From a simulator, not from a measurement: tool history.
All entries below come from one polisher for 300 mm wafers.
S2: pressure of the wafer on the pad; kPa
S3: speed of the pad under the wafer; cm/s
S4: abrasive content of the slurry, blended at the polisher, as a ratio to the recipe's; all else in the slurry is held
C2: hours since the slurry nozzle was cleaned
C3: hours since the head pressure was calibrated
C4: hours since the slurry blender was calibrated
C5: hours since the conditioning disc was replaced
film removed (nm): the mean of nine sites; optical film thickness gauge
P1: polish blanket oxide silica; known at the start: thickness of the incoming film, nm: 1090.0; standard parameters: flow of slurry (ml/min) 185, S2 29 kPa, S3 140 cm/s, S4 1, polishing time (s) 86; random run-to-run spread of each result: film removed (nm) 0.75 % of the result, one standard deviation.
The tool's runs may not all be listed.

Run 1, day 0.588: flow of slurry (ml/min) 185, S2 29 kPa, S3 140 cm/s, S4 1, polishing time (s) 86; wafers polished on this pad 778; C2 640.4; C3 766.2; C4 96.3; C5 201.3. Result: film removed (nm) 317.61.
Run 2, day 1.062: flow of slurry (ml/min) 240, S2 29 kPa, S3 140 cm/s, S4 1, polishing time (s) 106; wafers polished on this pad 903; C2 651.8; C3 777.6; C4 107.7; C5 212.7. Result: film removed (nm) 404.89.
Run 3, day 1.542: flow of slurry (ml/min) 185, S2 29 kPa, S3 140 cm/s, S4 1.45, polishing time (s) 86; wafers polished on this pad 1028; C2 663.3; C3 789.1; C4 119.2; C5 224.2. Result: film removed (nm) 368.31.
Run 4, day 1.85: flow of slurry (ml/min) 185, S2 29 kPa, S3 140 cm/s, S4 1, polishing time (s) 121; wafers polished on this pad 1109; C2 670.7; C3 796.5; C4 126.6; C5 231.6. Result: film removed (nm) 446.
Run 5, day 2.171: flow of slurry (ml/min) 185, S2 29 kPa, S3 140 cm/s, S4 1, polishing time (s) 86; wafers polished on this pad 1194; C2 678.4; C3 804.2; C4 134.3; C5 239.3. Result: film removed (nm) 316.14.
Run 6, day 2.533: flow of slurry (ml/min) 185, S2 14.5 kPa, S3 140 cm/s, S4 1, polishing time (s) 86; wafers polished on this pad 1289; C2 687.1; C3 812.9; C4 143; C5 248. Result: film removed (nm) 157.46.
Run 7, day 3: flow of slurry (ml/min) 185, S2 29 kPa, S3 70 cm/s, S4 1, polishing time (s) 86; wafers polished on this pad 1411; C2 698.3; C3 824.1; C4 154.2; C5 259.2. Result: film removed (nm) 183.51.
Run 8, day 3.288: flow of slurry (ml/min) 185, S2 29 kPa, S3 140 cm/s, S4 1, polishing time (s) 54; wafers polished on this pad 1487; C2 705.2; C3 831; C4 161.1; C5 266.1. Result: film removed (nm) 195.44.
Run 9, day 3.771: flow of slurry (ml/min) 290, S2 29 kPa, S3 78 cm/s, S4 1, polishing time (s) 86; wafers polished on this pad 1613; C2 716.8; C3 842.6; C4 172.7; C5 277.7. Result: film removed (nm) 210.24.
Run 10, day 4.217: flow of slurry (ml/min) 185, S2 29 kPa, S3 140 cm/s, S4 1, polishing time (s) 86; wafers polished on this pad 1730; C2 727.5; C3 853.3; C4 183.4; C5 288.4. Result: film removed (nm) 314.73.
At day 4.354: slurry blender recalibrated.
Run 11, day 4.804: flow of slurry (ml/min) 185, S2 42.7 kPa, S3 140 cm/s, S4 1, polishing time (s) 86; wafers polished on this pad 1885; C2 741.6; C3 867.4; C4 10.8; C5 302.5. Result: film removed (nm) 468.09.
Run 12, day 5.208: flow of slurry (ml/min) 185, S2 29 kPa, S3 214 cm/s, S4 1, polishing time (s) 86; wafers polished on this pad 1991; C2 751.3; C3 877.1; C4 20.5; C5 312.2. Result: film removed (nm) 441.36.
Run 13, day 5.525: flow of slurry (ml/min) 185, S2 29 kPa, S3 140 cm/s, S4 1, polishing time (s) 86; wafers polished on this pad 2074; C2 758.9; C3 884.7; C4 28.1; C5 319.8. Result: film removed (nm) 313.59.
Run 14, day 6.062: flow of slurry (ml/min) 185, S2 29 kPa, S3 140 cm/s, S4 0.55, polishing time (s) 86; wafers polished on this pad 2215; C2 771.8; C3 897.6; C4 41; C5 332.7. Result: film removed (nm) 229.77.
Run 15, day 6.45: flow of slurry (ml/min) 290, S2 29 kPa, S3 140 cm/s, S4 1, polishing time (s) 86; wafers polished on this pad 2317; C2 781.1; C3 906.9; C4 50.3; C5 342. Result: film removed (nm) 332.46.
Run 16, day 6.942: flow of slurry (ml/min) 240, S2 29 kPa, S3 140 cm/s, S4 1, polishing time (s) 53; wafers polished on this pad 2446; C2 792.9; C3 918.7; C4 62.1; C5 353.8. Result: film removed (nm) 200.8.
Run 17, day 7.408: flow of slurry (ml/min) 185, S2 29 kPa, S3 140 cm/s, S4 1, polishing time (s) 86; wafers polished on this pad 2568; C2 804.1; C3 929.9; C4 73.3; C5 365. Result: film removed (nm) 315.1.
Run 18, day 7.9: flow of slurry (ml/min) 110, S2 29 kPa, S3 140 cm/s, S4 1, polishing time (s) 86; wafers polished on this pad 2697; C2 815.9; C3 941.7; C4 85.1; C5 376.8. Result: film removed (nm) 287.85.
Run 19, day 8.183: flow of slurry (ml/min) 185, S2 29 kPa, S3 140 cm/s, S4 1, polishing time (s) 86; wafers polished on this pad 2771; C2 822.7; C3 948.5; C4 91.9; C5 383.6. Result: film removed (nm) 316.81.
Run 20, day 8.446: flow of slurry (ml/min) 185, S2 29 kPa, S3 140 cm/s, S4 1, polishing time (s) 86; wafers polished on this pad 2840; C2 829; C3 954.8; C4 98.2; C5 389.9. Result: film removed (nm) 317.26.
Run 21, day 8.942: flow of slurry (ml/min) 185, S2 29 kPa, S3 140 cm/s, S4 1, polishing time (s) 86; wafers polished on this pad 2970; C2 840.9; C3 966.7; C4 110.1; C5 401.8. Result: film removed (nm) 307.33.
Run 22, day 9.3: flow of slurry (ml/min) 185, S2 29 kPa, S3 140 cm/s, S4 1, polishing time (s) 86; wafers polished on this pad 3065; C2 849.5; C3 975.3; C4 118.7; C5 410.4. Result: film removed (nm) 303.97.
Run 23, day 9.583: flow of slurry (ml/min) 185, S2 29 kPa, S3 140 cm/s, S4 1, polishing time (s) 86; wafers polished on this pad 3139; C2 856.3; C3 982.1; C4 125.5; C5 417.2. Result: film removed (nm) 299.45.
Run 24, day 9.933: flow of slurry (ml/min) 185, S2 29 kPa, S3 140 cm/s, S4 1, polishing time (s) 86; wafers polished on this pad 3231; C2 864.7; C3 990.5; C4 133.9; C5 425.6. Result: film removed (nm) 294.74.
At day 9.95: slurry blender recalibrated.
At day 10.017: conditioning disc replaced and pad reconditioned.
At day 10.5: head pressure recalibrated.
Run 25, day 10.508: flow of slurry (ml/min) 185, S2 29 kPa, S3 140 cm/s, S4 1, polishing time (s) 86; wafers polished on this pad 3382; C2 878.5; C3 0.3; C4 13.5; C5 11.8. Result: film removed (nm) 292.9.

Run 26 has not been measured yet. What should we expect?
Run 26, day 10.992: flow of slurry (ml/min) 185, S2 29 kPa, S3 140 cm/s, S4 1, polishing time (s) 86; wafers polished on this pad 3509; C2 890.1; C3 11.9; C4 25.1; C5 23.4. Result: film removed (nm) ?.

Logged for run 26: film removed (nm) 293.39.

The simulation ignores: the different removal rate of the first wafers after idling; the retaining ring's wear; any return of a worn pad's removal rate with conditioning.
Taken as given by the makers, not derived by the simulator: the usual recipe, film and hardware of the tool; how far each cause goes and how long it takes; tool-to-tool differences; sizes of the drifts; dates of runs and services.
